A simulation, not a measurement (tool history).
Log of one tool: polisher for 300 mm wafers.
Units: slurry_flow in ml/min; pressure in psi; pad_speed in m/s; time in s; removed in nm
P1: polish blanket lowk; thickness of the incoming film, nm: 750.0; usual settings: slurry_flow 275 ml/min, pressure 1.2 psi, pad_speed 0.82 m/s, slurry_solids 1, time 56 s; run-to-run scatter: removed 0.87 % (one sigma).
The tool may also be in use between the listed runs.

Run 1, hour 2.8: slurry_flow 275 ml/min, pressure 1.2 psi, pad_speed 0.82 m/s, slurry_solids 1, time 56 s. Result: removed 11.984 nm.
Run 2, hour 5.9: slurry_flow 275 ml/min, pressure 1.2 psi, pad_speed 0.82 m/s, slurry_solids 1, time 56 s. Result: removed 11.88 nm.
Run 3, hour 10.1: slurry_flow 275 ml/min, pressure 1.8 psi, pad_speed 0.82 m/s, slurry_solids 1, time 56 s. Result: removed 17.856 nm.
Run 4, hour 14: slurry_flow 275 ml/min, pressure 1.2 psi, pad_speed 0.36 m/s, slurry_solids 1, time 56 s. Result: removed 6.1176 nm.
Run 5, hour 16.7: slurry_flow 275 ml/min, pressure 1.2 psi, pad_speed 0.82 m/s, slurry_solids 1, time 56 s. Result: removed 11.85 nm.
Run 6, hour 19.4: slurry_flow 275 ml/min, pressure 1.2 psi, pad_speed 0.82 m/s, slurry_solids 0.8, time 43 s. Result: removed 8.2996 nm.
Run 7, hour 22.5: slurry_flow 275 ml/min, pressure 1.2 psi, pad_speed 0.82 m/s, slurry_solids 1, time 56 s. Result: removed 11.864 nm.
Run 8, hour 26.6: slurry_flow 275 ml/min, pressure 1.2 psi, pad_speed 0.82 m/s, slurry_solids 1.45, time 56 s. Result: removed 13.975 nm.
Run 9, hour 30.9: slurry_flow 365 ml/min, pressure 1.2 psi, pad_speed 0.82 m/s, slurry_solids 1, time 56 s. Result: removed 12.152 nm.
Run 10, hour 34.9: slurry_flow 275 ml/min, pressure 1.2 psi, pad_speed 0.82 m/s, slurry_solids 0.6, time 56 s. Result: removed 9.1801 nm.
Run 11, hour 38.3: slurry_flow 275 ml/min, pressure 1.2 psi, pad_speed 0.82 m/s, slurry_solids 1, time 71 s. Result: removed 15.082 nm.
Run 12, hour 41.8: slurry_flow 200 ml/min, pressure 1.2 psi, pad_speed 0.82 m/s, slurry_solids 0.75, time 56 s. Result: removed 9.9543 nm.
Run 13, hour 44.5: slurry_flow 275 ml/min, pressure 0.7 psi, pad_speed 0.82 m/s, slurry_solids 1, time 56 s. Result: removed 6.8521 nm.
Run 14, hour 47.1: slurry_flow 275 ml/min, pressure 1.2 psi, pad_speed 1.12 m/s, slurry_solids 1, time 56 s. Result: removed 15.288 nm.
Run 15, hour 50.6: slurry_flow 275 ml/min, pressure 1.2 psi, pad_speed 0.82 m/s, slurry_solids 1, time 36 s. Result: removed 7.6139 nm.
Run 16, hour 52.8: slurry_flow 195 ml/min, pressure 1.2 psi, pad_speed 0.82 m/s, slurry_solids 1, time 56 s. Result: removed 11.396 nm.
Run 17, hour 56.2: slurry_flow 275 ml/min, pressure 1.2 psi, pad_speed 0.82 m/s, slurry_solids 1, time 56 s. Result: removed 11.664 nm.
Run 18, hour 58.1: slurry_flow 275 ml/min, pressure 1.2 psi, pad_speed 0.82 m/s, slurry_solids 1, time 56 s. Result: removed 11.774 nm.
Run 19, hour 60.8: slurry_flow 275 ml/min, pressure 1.2 psi, pad_speed 0.82 m/s, slurry_solids 1, time 56 s. Result: removed 11.175 nm.
Run 20, hour 63.5: slurry_flow 275 ml/min, pressure 1.2 psi, pad_speed 0.82 m/s, slurry_solids 1, time 56 s. Result: removed 10.914 nm.
Run 21, hour 67.4: slurry_flow 275 ml/min, pressure 1.2 psi, pad_speed 0.82 m/s, slurry_solids 1, time 56 s. Result: removed 10.843 nm.
At hour 69.7: conditioning disc replaced and pad reconditioned.
Run 22, hour 71: slurry_flow 275 ml/min, pressure 1.2 psi, pad_speed 0.82 m/s, slurry_solids 1, time 56 s. Result: removed 10.685 nm.
At hour 71.3: head pressure recalibrated.
Run 23, hour 74.2: slurry_flow 275 ml/min, pressure 1.2 psi, pad_speed 0.82 m/s, slurry_solids 1, time 56 s. Result: removed 10.61 nm.
Run 24, hour 76.8: slurry_flow 275 ml/min, pressure 1.2 psi, pad_speed 0.82 m/s, slurry_solids 1, time 56 s. Result: removed 10.627 nm.
Run 25, hour 80.8: slurry_flow 275 ml/min, pressure 1.2 psi, pad_speed 0.82 m/s, slurry_solids 1, time 56 s. Result: removed 10.583 nm.
Run 26, hour 83.3: slurry_flow 275 ml/min, pressure 1.2 psi, pad_speed 0.82 m/s, slurry_solids 1, time 56 s. Result: removed 10.448 nm.

Forecast run 27:
Run 27, hour 86.4: slurry_flow 275 ml/min, pressure 1.2 psi, pad_speed 0.82 m/s, slurry_solids 1, time 56 s. Result: removed ?.

Run 27 gave removed 10.527 nm.
